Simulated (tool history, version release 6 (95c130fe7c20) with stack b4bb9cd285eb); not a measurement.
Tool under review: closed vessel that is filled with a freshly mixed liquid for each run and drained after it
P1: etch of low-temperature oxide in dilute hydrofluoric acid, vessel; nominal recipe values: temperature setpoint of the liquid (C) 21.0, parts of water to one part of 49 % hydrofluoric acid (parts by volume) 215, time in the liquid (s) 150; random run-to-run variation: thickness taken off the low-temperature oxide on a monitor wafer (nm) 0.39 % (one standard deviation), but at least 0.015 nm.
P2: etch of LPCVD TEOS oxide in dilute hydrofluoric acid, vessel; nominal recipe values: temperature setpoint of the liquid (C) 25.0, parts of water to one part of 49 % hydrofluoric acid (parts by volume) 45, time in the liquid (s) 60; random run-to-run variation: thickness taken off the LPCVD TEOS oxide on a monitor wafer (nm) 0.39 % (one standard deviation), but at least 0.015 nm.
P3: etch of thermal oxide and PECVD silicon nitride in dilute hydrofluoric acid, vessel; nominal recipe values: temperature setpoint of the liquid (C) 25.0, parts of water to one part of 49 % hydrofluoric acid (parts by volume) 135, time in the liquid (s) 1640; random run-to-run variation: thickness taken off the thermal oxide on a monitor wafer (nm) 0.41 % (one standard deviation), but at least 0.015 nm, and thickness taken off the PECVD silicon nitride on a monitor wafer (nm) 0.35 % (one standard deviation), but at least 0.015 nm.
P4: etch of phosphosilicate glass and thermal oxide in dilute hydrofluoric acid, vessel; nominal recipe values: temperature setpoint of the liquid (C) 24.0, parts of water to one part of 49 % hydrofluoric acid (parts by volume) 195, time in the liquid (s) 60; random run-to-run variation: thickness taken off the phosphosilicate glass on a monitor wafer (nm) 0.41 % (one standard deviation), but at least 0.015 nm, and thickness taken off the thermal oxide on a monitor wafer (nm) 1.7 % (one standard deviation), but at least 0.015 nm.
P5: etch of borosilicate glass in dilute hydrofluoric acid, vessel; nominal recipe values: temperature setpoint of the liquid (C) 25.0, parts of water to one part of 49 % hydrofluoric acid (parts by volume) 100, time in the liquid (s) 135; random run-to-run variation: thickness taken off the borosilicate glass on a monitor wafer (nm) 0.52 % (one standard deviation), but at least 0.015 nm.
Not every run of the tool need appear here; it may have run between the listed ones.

run   hour  process that ran  temperature setpoint of the liquid (C)  parts of water to one part of 49 % hydrofluoric acid (parts by volume)  time in the liquid (s)  hours since the thermometer was replaced  hours since the hydrofluoric acid flow meter was replaced  thickness taken off the low-temperature oxide on a monitor wafer (nm)  thickness taken off the LPCVD TEOS oxide on a monitor wafer (nm)  thickness taken off the thermal oxide on a monitor wafer (nm)  thickness taken off the PECVD silicon nitride on a monitor wafer (nm)  thickness taken off the phosphosilicate glass on a monitor wafer (nm)  thickness taken off the borosilicate glass on a monitor wafer (nm)
  1   10.0                P1                                    21.0                                                                     215                     150                                     233.6                                                      527.5                                                                 8.5212
  2   17.9                P2                                    25.0                                                                      75                      60                                     241.5                                                      535.4                                                                                                                                   25.878
  3   30.4                P1                                    21.0                                                                     215                     150                                     254.0                                                      547.9                                                                 8.4641
  4   43.1                P1                                    25.5                                                                     215                     150                                     266.7                                                      560.6                                                                10.0090
  5   51.7                P3                                    25.0                                                                     135                    1640                                     275.3                                                      569.2                                                                                                                                                                                                59.87100                                                                 22.523
  6   62.5                P1                                    21.0                                                                     105                      70                                     286.1                                                      580.0                                                                 9.0905
  7   74.6                P1                                    21.0                                                                     215                     150                                     298.2                                                      592.1                                                                 8.4871
  8   84.6                P3                                    32.0                                                                     135                    1640                                     308.2                                                      602.1                                                                                                                                                                                                76.57100                                                                 34.778
  9   93.1                P1                                    21.0                                                                     215                     300                                     316.7                                                      610.6                                                                16.9280
 10  104.7                P1                                    28.0                                                                     370                     150                                     328.3                                                      622.2                                                                 5.3806
 11  112.6                P3                                    25.0                                                                     135                    1640                                     336.2                                                      630.1                                                                                                                                                                                                59.59300                                                                 22.525
 12  129.7                P4                                    24.0                                                                     310                      60                                     353.3                                                      647.2                                                                                                                                                                                                 0.70789                                                                                                                                        10.579
 13  139.1                P1                                    21.0                                                                     310                     150                                     362.7                                                      656.6                                                                 5.3404
 14  147.4                P2                                    25.0                                                                      45                      60                                     371.0                                                      664.9                                                                                                                                   45.009
 15  155.6                P1                                    21.0                                                                     215                     150                                     379.2                                                      673.1                                                                 8.4371
 16  167.0                P1                                    21.0                                                                     215                     150                                     390.6                                                      684.5                                                                 8.4397
 17  178.6                P5                                    25.0                                                                     100                      65                                     402.2                                                      696.1                                                                                                                                                                                                                                                                                                                                                                                                                    18.012
 18  187.4                P1                                    21.0                                                                     215                     150                                     411.0                                                      704.9                                                                 8.5101
 19  201.8                P2                                    25.0                                                                      45                     110                                     425.4                                                      719.3                                                                                                                                   82.016
 20  211.2                P1                                    21.0                                                                     135                      80                                     434.8                                                      728.7                                                                 7.8074
 21  227.6                P4                                    24.0                                                                     195                     100                                     451.2                                                      745.1                                                                                                                                                                                                 2.09040                                                                                                                                        31.807
 22  243.6                P3                                    25.0                                                                      75                    1640                                     467.2                                                      761.1                                                                                                                                                                                               115.90000                                                                 40.334
 23  257.9                P1                                    21.0                                                                     215                      30                                     481.5                                                      775.4                                                                 1.6900
 24  271.7                P5                                    28.5                                                                     100                     135                                     495.3                                                      789.2                                                                                                                                                                                                                                                                                                                                                                                                                    43.174
 25  286.3                P5                                    25.0                                                                     100                     135                                     509.9                                                      803.8                                                                                                                                                                                                                                                                                                                                                                                                                    37.662
 26  298.3                P3                                    25.0                                                                     135                    2855                                     521.9                                                      815.8                                                                                                                                                                                               103.70000                                                                 38.878
 27  311.3                P1                                    17.0                                                                     215                     150                                     534.9                                                      828.8                                                                 7.2694
 28  322.1                P2                                    33.0                                                                      45                      60                                     545.7                                                      839.6                                                                                                                                   62.227
 29  330.9                P1                                    21.0                                                                      55                     150                                     554.5                                                      848.4                                                                39.5470
 30  344.2                P5                                    25.0                                                                      60                     135                                     567.8                                                      861.7                                                                                                                                                                                                                                                                                                                                                                                                                    66.134
 31  355.9                P4                                    29.5                                                                     195                      60                                     579.5                                                      873.4                                                                                                                                                                                                 1.55140                                                                                                                                        23.090
 32  371.6                P4                                    24.0                                                                     195                      60                                     595.2                                                      889.1                                                                                                                                                                                                 1.23570                                                                                                                                        18.942
 33  382.0                P4                                    24.0                                                                     195                      60                                     605.6                                                      899.5                                                                                                                                                                                                 1.28320                                                                                                                                        18.931
 34  398.2                P1                                    21.0                                                                     215                     150                                     621.8                                                      915.7                                                                 8.5442
 35  406.1                P1                                    21.0                                                                     215                     150                                     629.7                                                      923.6                                                                 8.4974
 36  416.5                P1                                    21.0                                                                     215                     150                                     640.1                                                      934.0                                                                 8.6473
 37  425.9                P1                                    21.0                                                                     215                     150                                     649.5                                                      943.4                                                                 8.7573
 38  438.7                P1                                    21.0                                                                     215                     150                                     662.3                                                      956.2                                                                 8.8414
 39  452.0                P1                                    21.0                                                                     215                     150                                     675.6                                                      969.5                                                                 8.9346
 40  461.4                P1                                    21.0                                                                     215                     150                                     685.0                                                      978.9                                                                 8.9793
 41  476.8                P1                                    21.0                                                                     215                     150                                     700.4                                                      994.3                                                                 9.0413
 42  490.8                P1                                    21.0                                                                     215                     150                                     714.4                                                     1008.3                                                                 9.1035
 43  503.7                P1                                    21.0                                                                     215                     150                                     727.3                                                     1021.2                                                                 9.0992
 44  515.9                P1                                    21.0                                                                     215                     150                                     739.5                                                     1033.4                                                                 9.0814
 45  524.4                P1                                    21.0                                                                     215                     150                                     748.0                                                     1041.9                                                                 9.0933

The output of P1 has drifted from where it used to be. Each of the 2 causes below, taken at the size shown beside it, accounts for the log equally well:
A: hydrofluoric acid flow above the setpoint (%) = 5.78
B: liquid hotter than its thermometer reads (K) = 1.82
The drift started at roughly hour 406.1.

Consider the 4 single-wafer check runs listed below, results given as question marks: which one distinguishes between the causes by giving clearly different results for each?
check 1  532.9                P4                                    29.5                                                                     195                      60                                                                                                                                                                                                                                                                                                            ?                                                                                                                                             ?
check 2  532.9                P3                                    30.0                                                                     135                    2725                                                                                                                                                                                                                                                                                                            ?                                                                      ?
check 3  532.9                P5                                    28.5                                                                     100                     135                                                                                                                                                                                                                                                                                                                                                                                                                                                                                                                              ?
check 4  532.9                P2                                    33.0                                                                      45                      60                                                                                                                                                                                                                                             ?

Outcome of each check run for each possible cause:
  check                                                                 result       if A       if B
check 1          thickness taken off the thermal oxide on a monitor wafer (nm)    1.64190    1.63130
check 1  thickness taken off the phosphosilicate glass on a monitor wafer (nm)     24.767     24.607
check 2          thickness taken off the thermal oxide on a monitor wafer (nm)  127.71000  127.64000
check 2  thickness taken off the PECVD silicon nitride on a monitor wafer (nm)     54.136     57.165
check 3     thickness taken off the borosilicate glass on a monitor wafer (nm)     46.125     46.355
check 4       thickness taken off the LPCVD TEOS oxide on a monitor wafer (nm)     65.570     66.181
Gap, in per cent, between the two causes that each check separates least, read from the result that separates them most: check 1 0.65 %; check 2 5.44 %; check 3 0.5 %; check 4 0.93 %
The other checks would show nearly matching results whichever cause is true, so check 2 is the only one that separates the causes.

The results of check 2 are: thickness taken off the thermal oxide on a monitor wafer (nm) 127.29000; thickness taken off the PECVD silicon nitride on a monitor wafer (nm) 54.110. Based on these, which of the listed causes is it?

The cause is A: hydrofluoric acid flow above the setpoint (%).
